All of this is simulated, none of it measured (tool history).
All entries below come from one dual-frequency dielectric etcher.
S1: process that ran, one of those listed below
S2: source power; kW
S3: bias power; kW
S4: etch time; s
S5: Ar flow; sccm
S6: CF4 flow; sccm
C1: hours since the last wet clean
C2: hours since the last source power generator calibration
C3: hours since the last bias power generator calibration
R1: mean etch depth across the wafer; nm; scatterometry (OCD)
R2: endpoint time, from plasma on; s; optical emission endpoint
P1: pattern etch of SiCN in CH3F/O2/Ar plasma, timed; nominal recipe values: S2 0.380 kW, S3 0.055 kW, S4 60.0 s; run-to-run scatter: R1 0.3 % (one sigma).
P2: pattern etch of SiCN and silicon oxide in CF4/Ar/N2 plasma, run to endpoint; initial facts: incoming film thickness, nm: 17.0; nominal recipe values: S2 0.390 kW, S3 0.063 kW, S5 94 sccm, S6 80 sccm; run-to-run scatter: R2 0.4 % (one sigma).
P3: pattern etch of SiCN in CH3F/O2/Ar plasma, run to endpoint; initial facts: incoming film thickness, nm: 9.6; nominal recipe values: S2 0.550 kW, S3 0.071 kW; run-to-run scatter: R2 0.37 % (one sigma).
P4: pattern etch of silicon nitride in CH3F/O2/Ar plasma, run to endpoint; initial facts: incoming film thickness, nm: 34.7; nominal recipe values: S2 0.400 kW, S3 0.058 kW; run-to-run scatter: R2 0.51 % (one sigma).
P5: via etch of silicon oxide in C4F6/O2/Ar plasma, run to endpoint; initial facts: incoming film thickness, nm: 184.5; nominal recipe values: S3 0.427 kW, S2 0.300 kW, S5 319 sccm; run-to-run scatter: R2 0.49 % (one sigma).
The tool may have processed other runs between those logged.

run	day	S1	S2	S3	S4	S5	S6	C1	C2	C3	R1	R2
1	0.542	P1	0.380	0.055	60.0			285.4	926.5	641.8	19.773	
2	0.917	P1	0.380	0.055	60.0			294.4	935.5	650.8	19.920	
3	1.483	P5	0.300	0.427		319		308.0	949.1	664.4		49.085
4	1.792	P3	0.550	0.071				315.4	956.5	671.8		22.753
5	2.250	P1	0.490	0.055	60.0			326.4	967.5	682.8	21.858	
6	2.892	P1	0.530	0.037	60.0			341.8	982.9	698.2	20.061	
7	3.442	P5	0.300	0.427		253		355.0	996.1	711.4		47.844
8	3.871	P2	0.390	0.063		94	60	365.3	1006.4	721.7		23.554
9	4.500	P3	0.550	0.071				380.4	1021.5	736.8		22.664
10	4.808	P3	0.660	0.071				387.8	1028.9	744.2		21.301
11	5.300	P1	0.380	0.074	60.0			399.6	1040.7	756.0	22.110	
12	5.912	P1	0.440	0.065	60.0			414.3	1055.4	770.7	22.178	
13	6.321	P2	0.390	0.063		94	80	424.1	1065.2	780.5		22.499
14	6.921	P1	0.260	0.055	60.0			438.5	1079.6	794.9	17.225	
15	7.292	P4	0.400	0.058				447.4	1088.5	803.8		53.129
16	7.596	P1	0.380	0.055	41.0			454.7	1095.8	811.1	13.623	
17	7.929	P1	0.380	0.055	60.0			462.7	1103.8	819.1	19.895	
18	8.525	P4	0.270	0.058				477.0	1118.1	833.4		61.306
19	9.096	P2	0.390	0.063		72	80	490.7	1131.8	847.1		21.679
20	9.650	P2	0.390	0.084		94	80	504.0	1145.1	860.4		20.526
21	10.133	P5	0.300	0.291		319		515.6	1156.7	872.0		55.959
22	10.642	P2	0.260	0.063		94	80	527.8	1168.9	884.2		32.125
23	10.992	P5	0.300	0.427		319		536.2	1177.3	892.6		48.947
24	11.392	P2	0.390	0.063		94	80	545.8	1186.9	902.2		22.437
25	11.875	P1	0.380	0.055	60.0			557.4	1198.5	913.8	19.760	
26	12.346	P1	0.380	0.055	60.0			568.7	1209.8	925.1	19.865	
27	12.796	P4	0.400	0.073				579.5	1220.6	935.9		48.958
28	13.229	P5	0.170	0.427		319		589.9	1231.0	946.3		59.771
29	13.788	P1	0.380	0.039	60.0			603.3	1244.4	959.7	17.813	
30	14.196	P3	0.550	0.050				613.1	1254.2	969.5		25.399
31	14.675	P1	0.380	0.055	75.5			624.6	1265.7	981.0	24.908	
32	15.067	P1	0.380	0.055	60.0			634.0	1275.1	990.4	19.786	
33	15.683	P1	0.380	0.055	60.0			648.8	1289.9	1005.2	19.922	
34	16.183	P1	0.380	0.055	60.0			660.8	1301.9	1017.2	20.076	
35	16.762	P1	0.380	0.055	60.0			674.7	1315.8	1031.1	20.062	
# day 17.258: wet clean of the chamber
36	17.412	P1	0.380	0.055	60.0			3.8	1331.4	1046.7	20.161	
37	17.846	P1	0.380	0.055	60.0			14.2	1341.8	1057.1	20.310	
38	18.312	P1	0.380	0.055	60.0			25.4	1353.0	1068.3	20.155	
39	18.704	P1	0.380	0.055	60.0			34.8	1362.4	1077.7	20.109	
40	19.312	P1	0.380	0.055	60.0			49.4	1377.0	1092.3	20.183	

The log shows P1 creeping away from where it was. Any of the 2 causes listed here, at the size stated for it, fits the log just as well as the others:
A: bias power that arrives over what is set, % = 4.62
B: source power that arrives over what is set, % = 4.04
Creep in the process output first set in at about day 15.067.
Why every other cause is out:
chamber walls in a state that raises the etch rate, %: was serviced at day 17.258, once the creep was under way, yet the earlier output never came back

Below are 4 check runs, each averaged over 2 wafers, with their results shown as question marks. Which of them would give clearly different results depending on which cause is behind the drift?
check 1	19.921	P2	0.390	0.074		79	80					?
check 2	19.921	P5	0.200	0.427		257						?
check 3	19.921	P3	0.640	0.071								?
check 4	19.921	P4	0.290	0.058								?

What each check would give under each cause:
check	result	if A	if B
check 1	R2	20.571	20.157
check 2	R2	54.337	54.477
check 3	R2	21.167	21.174
check 4	R2	58.788	58.792
Per-check spread between the two closest causes, in the result where they differ most: check 1 2.03 %; check 2 0.26 %; check 3 0.03 %; check 4 0.01 %
The causes can be told apart only by check 1. The other checks would give nearly the same results under each of them.

After running check 1, the following was obtained: R2 20.198 s. Which cause does this point to?

It was cause B: source power that arrives over what is set, %.
